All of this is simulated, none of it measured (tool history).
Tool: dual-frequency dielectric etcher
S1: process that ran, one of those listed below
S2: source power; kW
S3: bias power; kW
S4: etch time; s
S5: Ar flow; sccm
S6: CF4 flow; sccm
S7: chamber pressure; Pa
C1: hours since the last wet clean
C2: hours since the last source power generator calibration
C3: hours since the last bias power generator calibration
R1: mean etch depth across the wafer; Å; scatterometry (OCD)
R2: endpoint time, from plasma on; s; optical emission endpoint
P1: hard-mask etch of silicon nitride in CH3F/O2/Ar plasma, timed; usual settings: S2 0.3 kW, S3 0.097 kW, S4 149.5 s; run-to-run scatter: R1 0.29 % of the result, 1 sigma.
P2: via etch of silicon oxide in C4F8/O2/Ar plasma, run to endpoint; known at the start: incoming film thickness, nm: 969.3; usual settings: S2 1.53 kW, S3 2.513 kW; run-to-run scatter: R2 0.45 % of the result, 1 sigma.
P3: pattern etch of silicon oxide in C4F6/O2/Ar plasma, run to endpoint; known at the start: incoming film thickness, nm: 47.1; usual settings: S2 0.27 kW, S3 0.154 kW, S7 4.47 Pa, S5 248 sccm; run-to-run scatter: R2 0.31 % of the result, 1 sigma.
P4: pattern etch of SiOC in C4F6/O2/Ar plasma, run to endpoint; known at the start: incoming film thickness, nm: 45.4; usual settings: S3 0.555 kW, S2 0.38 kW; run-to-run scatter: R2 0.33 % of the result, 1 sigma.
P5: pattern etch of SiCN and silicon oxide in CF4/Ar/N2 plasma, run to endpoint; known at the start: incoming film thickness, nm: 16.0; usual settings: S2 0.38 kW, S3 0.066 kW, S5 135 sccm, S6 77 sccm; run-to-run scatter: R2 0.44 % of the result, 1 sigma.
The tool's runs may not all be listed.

run     day  S1    S2     S3     S4   S5   S6    S7     C1      C2      C3      R1      R2
  1   0.325  P1   0.3  0.097  149.5                  310.7    1618  2734.3  1041.7
  2   0.783  P1   0.3  0.097  149.5                  321.7    1629  2745.3    1041
  3    1.15  P1   0.3  0.097  149.5                  330.5  1637.8  2754.1  1033.9
  4   1.567  P1   0.3  0.073  149.5                  340.5  1647.8  2764.1  939.09
  5   1.925  P5  0.38  0.066         135   77        349.1  1656.4  2772.7          22.539
  6   2.212  P5  0.38  0.066          99   77          356  1663.3  2779.6          21.695
  7   2.758  P3   0.2  0.154         248       4.47  369.1  1676.4  2792.7          20.474
  8   3.192  P2  0.97  2.513                         379.5  1686.8  2803.1          240.17
  9   3.483  P1  0.23  0.097    213                  386.5  1693.8  2810.1  1344.9
 10   3.779  P5  0.38  0.066         135   77        393.6  1700.9  2817.2          22.747
 11   4.096  P1   0.3  0.136  149.5                  401.2  1708.5  2824.8  1186.6
 12     4.6  P5  0.38  0.066         135  108        413.3  1720.6  2836.9          21.584
 13   4.967  P3  0.27  0.154         248       4.47  422.1  1729.4  2845.7          18.178
 14   5.288  P1   0.3  0.097  114.5                  429.8  1737.1  2853.4   798.7
 15   5.892  P1   0.3  0.097  149.5                  444.3  1751.6  2867.9  1042.3
 16   6.325  P1  0.22  0.097  149.5                  454.7    1762  2878.3  928.49
 17   6.708  P3  0.27  0.195         248       4.47  463.9  1771.2  2887.5          16.884
 18   7.071  P4  0.38  0.555                         472.6  1779.9  2896.2           15.61
 19   7.471  P4  0.22  0.555                         482.2  1789.5  2905.8          19.085
 20   7.788  P2  1.53  2.513                         489.8  1797.1  2913.4          200.89
 21   8.079  P2  1.53   3.27                         496.8  1804.1  2920.4          186.34
 22   8.433  P5  0.38  0.043         135   77        505.3  1812.6  2928.9          26.308
 23   9.033  P3  0.27  0.154         248       5.73  519.7    1827  2943.3          18.792
 24   9.367  P1  0.41  0.097  149.5                  527.7    1835  2951.3  1169.7
 25   9.817  P1  0.23  0.097  114.5                  538.5  1845.8  2962.1   723.6
 26  10.267  P1   0.3  0.097    212                  549.3  1856.6  2972.9  1473.9
 27  10.675  P3  0.27  0.154         160       4.47  559.1  1866.4  2982.7          17.392

The next listed run, before its measurement:
 28  10.954  P5  0.23  0.066      135  77      565.8  1873.1  2989.4       ?

R2: 35.35 s
